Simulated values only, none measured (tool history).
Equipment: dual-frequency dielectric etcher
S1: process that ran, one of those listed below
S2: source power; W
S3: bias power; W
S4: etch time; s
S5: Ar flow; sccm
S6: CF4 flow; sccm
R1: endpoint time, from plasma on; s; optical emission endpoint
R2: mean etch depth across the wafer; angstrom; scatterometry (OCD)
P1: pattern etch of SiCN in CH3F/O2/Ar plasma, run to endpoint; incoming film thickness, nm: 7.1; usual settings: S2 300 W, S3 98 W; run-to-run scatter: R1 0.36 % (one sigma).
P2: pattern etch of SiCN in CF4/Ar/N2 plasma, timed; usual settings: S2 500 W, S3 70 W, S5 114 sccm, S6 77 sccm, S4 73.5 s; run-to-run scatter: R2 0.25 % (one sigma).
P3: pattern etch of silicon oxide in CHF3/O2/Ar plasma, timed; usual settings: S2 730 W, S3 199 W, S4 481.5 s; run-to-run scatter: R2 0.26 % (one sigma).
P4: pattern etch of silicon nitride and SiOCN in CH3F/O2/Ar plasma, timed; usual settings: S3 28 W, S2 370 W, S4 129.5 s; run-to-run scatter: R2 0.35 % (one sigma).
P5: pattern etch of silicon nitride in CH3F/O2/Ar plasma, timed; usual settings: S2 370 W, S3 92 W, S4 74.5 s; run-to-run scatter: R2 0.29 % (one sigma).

{"run": 1, "hour": 7.2, "S1": "P1", "S2": 300, "S3": 98, "R1": 18.783}
{"run": 2, "hour": 13.6, "S1": "P1", "S2": 300, "S3": 122, "R1": 17.202}
{"run": 3, "hour": 23.3, "S1": "P4", "S2": 370, "S3": 28, "S4": 96, "R2": 142.12}
{"run": 4, "hour": 33.5, "S1": "P3", "S2": 730, "S3": 199, "S4": 481.5, "R2": 10437}
{"run": 5, "hour": 45.2, "S1": "P5", "S2": 480, "S3": 92, "S4": 74.5, "R2": 615.22}
{"run": 6, "hour": 51.3, "S1": "P1", "S2": 300, "S3": 98, "R1": 18.737}
{"run": 7, "hour": 59.1, "S1": "P2", "S2": 670, "S3": 70, "S4": 73.5, "S5": 114, "S6": 77, "R2": 883.77}
{"run": 8, "hour": 65.9, "S1": "P4", "S2": 370, "S3": 28, "S4": 129.5, "R2": 192.8}
{"run": 9, "hour": 78.2, "S1": "P4", "S2": 370, "S3": 37, "S4": 129.5, "R2": 219.41}
{"run": 10, "hour": 84.2, "S1": "P5", "S2": 370, "S3": 92, "S4": 46, "R2": 344.46}
{"run": 11, "hour": 96.7, "S1": "P3", "S2": 730, "S3": 199, "S4": 637.5, "R2": 13762}
{"run": 12, "hour": 103.3, "S1": "P2", "S2": 500, "S3": 70, "S4": 73.5, "S5": 137, "S6": 77, "R2": 659.91}
{"run": 13, "hour": 112.9, "S1": "P1", "S2": 300, "S3": 98, "R1": 18.868}
{"run": 14, "hour": 119.2, "S1": "P5", "S2": 370, "S3": 92, "S4": 74.5, "R2": 557.19}
{"run": 15, "hour": 125.0, "S1": "P3", "S2": 730, "S3": 199, "S4": 481.5, "R2": 10413}
{"run": 16, "hour": 132.0, "S1": "P2", "S2": 500, "S3": 70, "S4": 73.5, "S5": 114, "S6": 49, "R2": 631.31}
{"run": 17, "hour": 144.0, "S1": "P1", "S2": 300, "S3": 98, "R1": 18.778}
{"run": 18, "hour": 156.5, "S1": "P1", "S2": 300, "S3": 98, "R1": 18.672}
{"run": 19, "hour": 166.5, "S1": "P1", "S2": 300, "S3": 98, "R1": 18.86}
{"run": 20, "hour": 172.2, "S1": "P2", "S2": 500, "S3": 70, "S4": 73.5, "S5": 114, "S6": 77, "R2": 683.67}
{"run": 21, "hour": 178.0, "S1": "P4", "S2": 370, "S3": 28, "S4": 129.5, "R2": 192.93}
{"run": 22, "hour": 186.8, "S1": "P2", "S2": 500, "S3": 70, "S4": 110, "S5": 114, "S6": 77, "R2": 1025.2}
{"run": 23, "hour": 196.5, "S1": "P3", "S2": 560, "S3": 199, "S4": 481.5, "R2": 9403.2}
{"run": 24, "hour": 204.3, "S1": "P2", "S2": 500, "S3": 45, "S4": 73.5, "S5": 114, "S6": 77, "R2": 591.42}
{"run": 25, "hour": 214.2, "S1": "P4", "S2": 300, "S3": 28, "S4": 129.5, "R2": 178.93}
{"run": 26, "hour": 221.5, "S1": "P2", "S2": 500, "S3": 70, "S4": 73.5, "S5": 114, "S6": 77, "R2": 684.73}
{"run": 27, "hour": 230.7, "S1": "P1", "S2": 240, "S3": 126, "R1": 18.412}
{"run": 28, "hour": 240.6, "S1": "P3", "S2": 730, "S3": 134, "S4": 481.5, "R2": 9144}
{"run": 29, "hour": 253.4, "S1": "P5", "S2": 370, "S3": 62, "S4": 74.5, "R2": 483.65}
{"run": 30, "hour": 261.1, "S1": "P1", "S2": 300, "S3": 59, "R1": 22.355}
{"run": 31, "hour": 270.1, "S1": "P1", "S2": 190, "S3": 98, "R1": 22.176}
{"run": 32, "hour": 276.8, "S1": "P1", "S2": 370, "S3": 98, "R1": 17.399}

For run 33, what comes out?
{"run": 33, "hour": 288.8, "S1": "P1", "S2": 300, "S3": 98, "R1": "?"}

R1: 18.71 s
